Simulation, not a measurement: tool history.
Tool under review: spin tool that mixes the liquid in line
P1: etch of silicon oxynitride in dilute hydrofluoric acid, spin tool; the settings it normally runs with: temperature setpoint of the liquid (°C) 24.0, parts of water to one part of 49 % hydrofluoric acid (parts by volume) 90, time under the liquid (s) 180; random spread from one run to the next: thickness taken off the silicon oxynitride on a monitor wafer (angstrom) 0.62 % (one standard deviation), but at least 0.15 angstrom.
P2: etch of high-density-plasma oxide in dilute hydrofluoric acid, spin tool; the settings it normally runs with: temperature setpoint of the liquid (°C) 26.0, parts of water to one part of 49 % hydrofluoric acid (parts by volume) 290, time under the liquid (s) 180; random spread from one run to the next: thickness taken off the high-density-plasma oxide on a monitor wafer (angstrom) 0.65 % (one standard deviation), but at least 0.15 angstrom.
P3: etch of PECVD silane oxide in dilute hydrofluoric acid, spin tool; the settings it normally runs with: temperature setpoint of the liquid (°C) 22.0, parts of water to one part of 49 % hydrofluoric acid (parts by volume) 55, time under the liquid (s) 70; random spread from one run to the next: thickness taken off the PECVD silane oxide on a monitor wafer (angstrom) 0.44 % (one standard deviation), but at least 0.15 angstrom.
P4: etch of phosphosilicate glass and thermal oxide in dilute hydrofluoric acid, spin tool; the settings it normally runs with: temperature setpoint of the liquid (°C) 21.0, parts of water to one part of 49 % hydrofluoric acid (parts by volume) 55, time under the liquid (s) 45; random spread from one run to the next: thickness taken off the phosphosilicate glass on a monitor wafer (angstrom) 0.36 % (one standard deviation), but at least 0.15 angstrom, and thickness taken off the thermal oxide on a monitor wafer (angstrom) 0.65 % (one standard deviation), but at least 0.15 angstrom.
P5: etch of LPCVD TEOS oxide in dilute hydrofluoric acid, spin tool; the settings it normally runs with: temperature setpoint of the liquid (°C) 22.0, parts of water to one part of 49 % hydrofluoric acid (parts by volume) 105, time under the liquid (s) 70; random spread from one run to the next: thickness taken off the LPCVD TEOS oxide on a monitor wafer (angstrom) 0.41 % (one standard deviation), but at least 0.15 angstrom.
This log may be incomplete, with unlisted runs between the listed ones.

run   hour  process that ran  temperature setpoint of the liquid (°C)  parts of water to one part of 49 % hydrofluoric acid (parts by volume)  time under the liquid (s)  thickness taken off the silicon oxynitride on a monitor wafer (angstrom)  thickness taken off the high-density-plasma oxide on a monitor wafer (angstrom)  thickness taken off the phosphosilicate glass on a monitor wafer (angstrom)  thickness taken off the thermal oxide on a monitor wafer (angstrom)  thickness taken off the PECVD silane oxide on a monitor wafer (angstrom)  thickness taken off the LPCVD TEOS oxide on a monitor wafer (angstrom)
  1   10.0                P1                                     24.0                                                                      90                        180                                                                    46.366
  2   22.4                P1                                     24.0                                                                      90                        180                                                                    47.257
  3   39.1                P2                                     26.0                                                                     290                        275                                                                                                                                                     55.428
  4   50.0                P1                                     24.0                                                                      25                         50                                                                    49.128
  5   64.0                P1                                     24.0                                                                      90                        180                                                                    46.086
  6   76.9                P2                                     26.0                                                                     290                        180                                                                                                                                                     36.322
  7   88.6                P4                                     21.0                                                                      55                         45                                                                                                                                                                                                                                  564.42                                                               36.490
  8  107.6                P1                                     20.0                                                                      90                        180                                                                    38.404
  9  119.6                P2                                     26.0                                                                     290                        180                                                                                                                                                     36.157
 10  134.2                P1                                     24.0                                                                      90                        180                                                                    47.257
 11  144.5                P3                                     22.0                                                                      55                         70                                                                                                                                                                                                                                                                                                                                                                                 336.64
 12  154.9                P5                                     17.0                                                                     105                         70                                                                                                                                                                                                                                                                                                                                                                                                                                                         278.34
 13  163.4                P1                                     24.0                                                                      35                        180                                                                   124.890
 14  177.3                P5                                     22.0                                                                      35                         70                                                                                                                                                                                                                                                                                                                                                                                                                                                        1118.80
 15  193.8                P5                                     22.0                                                                     105                         35                                                                                                                                                                                                                                                                                                                                                                                                                                                         171.34
 16  202.4                P4                                     26.5                                                                      55                         45                                                                                                                                                                                                                                  705.19                                                               46.331
 17  219.2                P4                                     21.0                                                                      20                         45                                                                                                                                                                                                                                 1614.70                                                              106.500
 18  238.0                P1                                     24.0                                                                      90                        315                                                                    80.776
 19  249.7                P5                                     22.0                                                                     105                         70                                                                                                                                                                                                                                                                                                                                                                                                                                                         342.82
 20  268.1                P1                                     24.0                                                                      90                        180                                                                    46.532
 21  281.3                P1                                     24.0                                                                     150                        355                                                                    52.396
     292.6  -- thermometer replaced
 22  294.8                P1                                     30.0                                                                      90                        180                                                                    61.851
 23  307.8                P1                                     24.0                                                                      90                         95                                                                    24.562
 24  321.2                P3                                     22.0                                                                      25                         70                                                                                                                                                                                                                                                                                                                                                                                 767.54
 25  338.0                P1                                     24.0                                                                     140                        180                                                                    28.655
 26  355.6                P3                                     17.5                                                                      55                         70                                                                                                                                                                                                                                                                                                                                                                                 279.58
 27  364.1                P1                                     31.0                                                                      90                        295                                                                   104.960

Run 28 comes next. What will it give?
 28  375.6                P2                                     26.0                                                                     510                        180                                                                                                                                                          ?

{"run 28": {"thickness taken off the high-density-plasma oxide on a monitor wafer (angstrom)": 16.97}}

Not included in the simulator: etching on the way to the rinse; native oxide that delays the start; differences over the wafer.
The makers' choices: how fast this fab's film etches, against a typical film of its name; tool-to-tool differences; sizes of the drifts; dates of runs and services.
